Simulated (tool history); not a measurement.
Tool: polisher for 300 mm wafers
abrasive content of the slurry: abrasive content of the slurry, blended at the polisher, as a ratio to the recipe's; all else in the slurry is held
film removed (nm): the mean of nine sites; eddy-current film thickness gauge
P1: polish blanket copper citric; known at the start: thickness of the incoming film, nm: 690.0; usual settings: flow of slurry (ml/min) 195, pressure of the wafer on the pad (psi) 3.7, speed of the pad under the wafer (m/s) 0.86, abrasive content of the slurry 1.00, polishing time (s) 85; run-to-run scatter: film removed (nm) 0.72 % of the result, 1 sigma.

| run | hour | flow of slurry (ml/min) | pressure of the wafer on the pad (psi) | speed of the pad under the wafer (m/s) | abrasive content of the slurry | polishing time (s) | wafers polished on this pad | hours since the slurry nozzle was cleaned | hours since the head pressure was calibrated | hours since the slurry blender was calibrated | film removed (nm) |
|---|---|---|---|---|---|---|---|---|---|---|---|
| 1 | 3.6 | 195 | 3.7 | 0.86 | 1.00 | 85 | 306 | 250.5 | 313.7 | 56.6 | 208.05 |
| 2 | 7.7 | 195 | 3.7 | 1.08 | 0.75 | 85 | 346 | 254.6 | 317.8 | 60.7 | 245.81 |
| 3 | 12.5 | 280 | 2.2 | 0.86 | 1.00 | 85 | 393 | 259.4 | 322.6 | 65.5 | 130.14 |
| 4 | 18.0 | 195 | 3.7 | 1.34 | 1.00 | 85 | 446 | 264.9 | 328.1 | 71.0 | 318.00 |
| 5 | 24.6 | 195 | 5.8 | 0.86 | 1.00 | 85 | 511 | 271.5 | 334.7 | 77.6 | 323.53 |
| 6 | 28.5 | 195 | 3.7 | 0.54 | 1.00 | 85 | 549 | 275.4 | 338.6 | 81.5 | 130.30 |
| 7 | 32.9 | 195 | 3.7 | 0.86 | 1.25 | 85 | 592 | 279.8 | 343.0 | 85.9 | 215.44 |
| 8 | 39.7 | 195 | 1.7 | 0.86 | 1.00 | 85 | 658 | 286.6 | 349.8 | 92.7 | 97.49 |
| 9 | 44.1 | 195 | 3.7 | 0.86 | 1.00 | 85 | 701 | 291.0 | 354.2 | 97.1 | 208.54 |
| 10 | 47.3 | 195 | 3.7 | 0.86 | 1.00 | 130 | 732 | 294.2 | 357.4 | 100.3 | 313.93 |
| 11 | 53.7 | 310 | 3.7 | 0.86 | 1.00 | 85 | 794 | 300.6 | 363.8 | 106.7 | 218.29 |
| 12 | 58.7 | 195 | 3.7 | 0.86 | 0.55 | 85 | 843 | 305.6 | 368.8 | 111.7 | 181.45 |
| 13 | 63.3 | 195 | 3.7 | 0.86 | 1.00 | 60 | 888 | 310.2 | 373.4 | 116.3 | 146.74 |
| 14 | 67.3 | 195 | 3.7 | 0.86 | 1.00 | 85 | 927 | 314.2 | 377.4 | 120.3 | 206.17 |
| 15 | 72.6 | 195 | 3.7 | 0.86 | 1.00 | 85 | 979 | 319.5 | 382.7 | 125.6 | 205.53 |
|  | 76.9 | slurry blender recalibrated |
| 16 | 78.8 | 195 | 3.7 | 0.86 | 1.00 | 85 | 1039 | 325.7 | 388.9 | 1.9 | 206.50 |
| 17 | 84.4 | 115 | 3.7 | 0.86 | 1.00 | 85 | 1094 | 331.3 | 394.5 | 7.5 | 188.67 |
| 18 | 88.2 | 260 | 3.7 | 0.86 | 1.00 | 123 | 1131 | 335.1 | 398.3 | 11.3 | 309.34 |
| 19 | 93.7 | 195 | 3.7 | 0.86 | 1.00 | 85 | 1184 | 340.6 | 403.8 | 16.8 | 205.90 |
| 20 | 99.5 | 195 | 3.7 | 0.86 | 1.00 | 85 | 1241 | 346.4 | 409.6 | 22.6 | 207.68 |
| 21 | 104.1 | 195 | 3.7 | 0.86 | 1.00 | 85 | 1286 | 351.0 | 414.2 | 27.2 | 206.84 |
| 22 | 111.1 | 195 | 3.7 | 0.86 | 1.00 | 85 | 1354 | 358.0 | 421.2 | 34.2 | 198.72 |
| 23 | 115.9 | 195 | 3.7 | 0.86 | 1.00 | 85 | 1401 | 362.8 | 426.0 | 39.0 | 197.30 |
| 24 | 121.6 | 195 | 3.7 | 0.86 | 1.00 | 85 | 1456 | 368.5 | 431.7 | 44.7 | 195.08 |
| 25 | 125.4 | 195 | 3.7 | 0.86 | 1.00 | 85 | 1493 | 372.3 | 435.5 | 48.5 | 194.93 |
|  | 129.6 | head pressure recalibrated |
| 26 | 131.7 | 195 | 3.7 | 0.86 | 1.00 | 85 | 1555 | 378.6 | 2.2 | 54.8 | 194.63 |
| 27 | 137.7 | 195 | 3.7 | 0.86 | 1.00 | 85 | 1613 | 384.6 | 8.2 | 60.8 | 193.11 |
|  | 139.5 | worn pad replaced by a new one |
| 28 | 142.6 | 195 | 3.7 | 0.86 | 1.00 | 85 | 30 | 389.5 | 13.1 | 65.7 | 196.46 |
| 29 | 145.6 | 195 | 3.7 | 0.86 | 1.00 | 85 | 59 | 392.5 | 16.1 | 68.7 | 192.10 |
| 30 | 150.6 | 195 | 3.7 | 0.86 | 1.00 | 85 | 108 | 397.5 | 21.1 | 73.7 | 194.08 |
| 31 | 155.1 | 195 | 3.7 | 0.86 | 1.00 | 85 | 152 | 402.0 | 25.6 | 78.2 | 193.18 |

What P1 gives has crept away from where it was. These 2 causes fit the log equally well, each at the size given:
A: slurry flow missing at the pad, % = 34.3
B: abrasive missing from the slurry, % = 28.1
The creep began at about hour 99.5.
Why every other cause is out:
removal rate lost through wear of the pad, %: serviced at hour 139.5, which brought nothing back
head's pressure below its setpoint, %: serviced at hour 129.6, which brought nothing back

4 check runs are offered, each on 2 wafers whose results are averaged, their results left as question marks. Which one tells the causes apart?
| check 1 | 159.6 | 195 | 4.7 | 0.86 | 1.00 | 85 |  |  |  |  | ? |
| check 2 | 159.6 | 195 | 3.7 | 0.86 | 1.00 | 128 |  |  |  |  | ? |
| check 3 | 159.6 | 115 | 3.7 | 0.86 | 1.00 | 85 |  |  |  |  | ? |
| check 4 | 159.6 | 195 | 2.1 | 0.86 | 1.00 | 85 |  |  |  |  | ? |

What each check would give under each cause:
| check | result | if A | if B |
|---|---|---|---|
| check 1 | film removed (nm) | 243.88 | 243.84 |
| check 2 | film removed (nm) | 290.52 | 290.47 |
| check 3 | film removed (nm) | 168.79 | 176.01 |
| check 4 | film removed (nm) | 111.39 | 111.37 |
How far apart the two closest causes lie, in the result that separates them most: check 1 0.02 %; check 2 0.02 %; check 3 4.19 %; check 4 0.02 %
Check 3 tells the causes apart: in the others they would give nearly the same result.

Check 3 was then run and gave: film removed (nm) 176.91. Which cause is it?

It is B: abrasive missing from the slurry, %.
